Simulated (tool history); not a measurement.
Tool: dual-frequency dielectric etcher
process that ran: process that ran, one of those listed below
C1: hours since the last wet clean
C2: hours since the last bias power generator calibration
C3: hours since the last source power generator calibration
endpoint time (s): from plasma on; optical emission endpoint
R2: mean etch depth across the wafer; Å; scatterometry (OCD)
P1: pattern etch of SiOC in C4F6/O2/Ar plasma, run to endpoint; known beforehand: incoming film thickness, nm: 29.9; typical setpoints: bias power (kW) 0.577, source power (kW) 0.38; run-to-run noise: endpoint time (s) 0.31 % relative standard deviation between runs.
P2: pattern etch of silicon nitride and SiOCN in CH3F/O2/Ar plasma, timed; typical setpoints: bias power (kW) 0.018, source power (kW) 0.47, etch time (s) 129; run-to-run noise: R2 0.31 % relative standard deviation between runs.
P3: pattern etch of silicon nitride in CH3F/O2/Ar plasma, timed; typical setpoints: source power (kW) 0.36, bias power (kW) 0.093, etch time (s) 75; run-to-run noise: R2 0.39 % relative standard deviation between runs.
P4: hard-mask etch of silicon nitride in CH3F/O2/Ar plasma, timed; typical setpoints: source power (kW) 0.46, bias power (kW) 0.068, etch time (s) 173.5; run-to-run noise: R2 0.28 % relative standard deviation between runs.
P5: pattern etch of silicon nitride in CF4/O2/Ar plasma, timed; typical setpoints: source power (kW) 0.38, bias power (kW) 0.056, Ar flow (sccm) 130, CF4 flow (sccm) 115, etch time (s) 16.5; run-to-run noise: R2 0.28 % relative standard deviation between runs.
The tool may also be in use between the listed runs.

Run 1, hour 7.4: process that ran P1, bias power (kW) 0.577, source power (kW) 0.38; C1 157.8; C2 1243.4; C3 2466.2. Result: endpoint time (s) 9.9208.
Run 2, hour 21.2: process that ran P3, bias power (kW) 0.093, source power (kW) 0.36, etch time (s) 75; C1 171.6; C2 1257.2; C3 2480. Result: R2 562.61 Å.
Run 3, hour 28.6: process that ran P1, bias power (kW) 0.577, source power (kW) 0.38; C1 179; C2 1264.6; C3 2487.4. Result: endpoint time (s) 9.8882.
Run 4, hour 40.2: process that ran P5, bias power (kW) 0.056, source power (kW) 0.38, etch time (s) 25, Ar flow (sccm) 130, CF4 flow (sccm) 115; C1 190.6; C2 1276.2; C3 2499. Result: R2 381.09 Å.
Run 5, hour 50.9: process that ran P1, bias power (kW) 0.741, source power (kW) 0.38; C1 201.3; C2 1286.9; C3 2509.7. Result: endpoint time (s) 8.9757.
Run 6, hour 63.8: process that ran P5, bias power (kW) 0.056, source power (kW) 0.38, etch time (s) 16.5, Ar flow (sccm) 130, CF4 flow (sccm) 115; C1 214.2; C2 1299.8; C3 2522.6. Result: R2 250.69 Å.
Run 7, hour 79: process that ran P3, bias power (kW) 0.066, source power (kW) 0.36, etch time (s) 75; C1 229.4; C2 1315; C3 2537.8. Result: R2 500.46 Å.
Run 8, hour 88.3: process that ran P1, bias power (kW) 0.791, source power (kW) 0.52; C1 238.7; C2 1324.3; C3 2547.1. Result: endpoint time (s) 7.843.
Run 9, hour 95.5: process that ran P1, bias power (kW) 0.577, source power (kW) 0.22; C1 245.9; C2 1331.5; C3 2554.3. Result: endpoint time (s) 12.069.
Run 10, hour 111.1: process that ran P4, bias power (kW) 0.094, source power (kW) 0.46, etch time (s) 173.5; C1 261.5; C2 1347.1; C3 2569.9. Result: R2 1401 Å.
Run 11, hour 125.6: process that ran P4, bias power (kW) 0.068, source power (kW) 0.46, etch time (s) 173.5; C1 276; C2 1361.6; C3 2584.4. Result: R2 1257.5 Å.
Run 12, hour 139.9: process that ran P4, bias power (kW) 0.068, source power (kW) 0.46, etch time (s) 112; C1 290.3; C2 1375.9; C3 2598.7. Result: R2 806.69 Å.
Run 13, hour 148.5: process that ran P3, bias power (kW) 0.093, source power (kW) 0.25, etch time (s) 75; C1 298.9; C2 1384.5; C3 2607.3. Result: R2 488.89 Å.
Run 14, hour 161.3: process that ran P1, bias power (kW) 0.577, source power (kW) 0.38; C1 311.7; C2 1397.3; C3 2620.1. Result: endpoint time (s) 9.906.
Run 15, hour 172.7: process that ran P1, bias power (kW) 0.577, source power (kW) 0.38; C1 323.1; C2 1408.7; C3 2631.5. Result: endpoint time (s) 9.9017.
Run 16, hour 181.9: process that ran P2, bias power (kW) 0.018, source power (kW) 0.28, etch time (s) 129; C1 332.3; C2 1417.9; C3 2640.7. Result: R2 138.6 Å.
Run 17, hour 191.9: process that ran P2, bias power (kW) 0.013, source power (kW) 0.47, etch time (s) 129; C1 342.3; C2 1427.9; C3 2650.7. Result: R2 146.87 Å.
Run 18, hour 202.8: process that ran P5, bias power (kW) 0.056, source power (kW) 0.54, etch time (s) 16.5, Ar flow (sccm) 130, CF4 flow (sccm) 115; C1 353.2; C2 1438.8; C3 2661.6. Result: R2 339.06 Å.
Run 19, hour 216.4: process that ran P4, bias power (kW) 0.068, source power (kW) 0.63, etch time (s) 173.5; C1 366.8; C2 1452.4; C3 2675.2. Result: R2 1412 Å.
Run 20, hour 223.9: process that ran P5, bias power (kW) 0.056, source power (kW) 0.38, etch time (s) 16.5, Ar flow (sccm) 130, CF4 flow (sccm) 115; C1 374.3; C2 1459.9; C3 2682.7. Result: R2 250.26 Å.
Run 21, hour 232.2: process that ran P3, bias power (kW) 0.093, source power (kW) 0.36, etch time (s) 75; C1 382.6; C2 1468.2; C3 2691. Result: R2 560.55 Å.
Run 22, hour 241: process that ran P5, bias power (kW) 0.056, source power (kW) 0.38, etch time (s) 16.5, Ar flow (sccm) 130, CF4 flow (sccm) 147; C1 391.4; C2 1477; C3 2699.8. Result: R2 258.34 Å.
Run 23, hour 247.9: process that ran P2, bias power (kW) 0.018, source power (kW) 0.47, etch time (s) 129; C1 398.3; C2 1483.9; C3 2706.7. Result: R2 167.04 Å.
Run 24, hour 262.5: process that ran P1, bias power (kW) 0.577, source power (kW) 0.38; C1 412.9; C2 1498.5; C3 2721.3. Result: endpoint time (s) 9.8775.
Run 25, hour 277.6: process that ran P5, bias power (kW) 0.074, source power (kW) 0.38, etch time (s) 16.5, Ar flow (sccm) 130, CF4 flow (sccm) 115; C1 428; C2 1513.6; C3 2736.4. Result: R2 281.1 Å.
Run 26, hour 290.6: process that ran P1, bias power (kW) 0.577, source power (kW) 0.53; C1 441; C2 1526.6; C3 2749.4. Result: endpoint time (s) 8.7204.
Run 27, hour 306.5: process that ran P5, bias power (kW) 0.056, source power (kW) 0.38, etch time (s) 16.5, Ar flow (sccm) 83, CF4 flow (sccm) 115; C1 456.9; C2 1542.5; C3 2765.3. Result: R2 263.98 Å.
Run 28, hour 317.3: process that ran P1, bias power (kW) 0.369, source power (kW) 0.38; C1 467.7; C2 1553.3; C3 2776.1. Result: endpoint time (s) 11.63.
Run 29, hour 325.8: process that ran P2, bias power (kW) 0.018, source power (kW) 0.47, etch time (s) 184.5; C1 476.2; C2 1561.8; C3 2784.6. Result: R2 237.24 Å.

Run 30 has not been measured yet. What should we expect?
Run 30, hour 334.4: process that ran P3, bias power (kW) 0.093, source power (kW) 0.36, etch time (s) 41; C1 484.8; C2 1570.4; C3 2793.2. Result: R2 ?.

R2: 309.38 Å
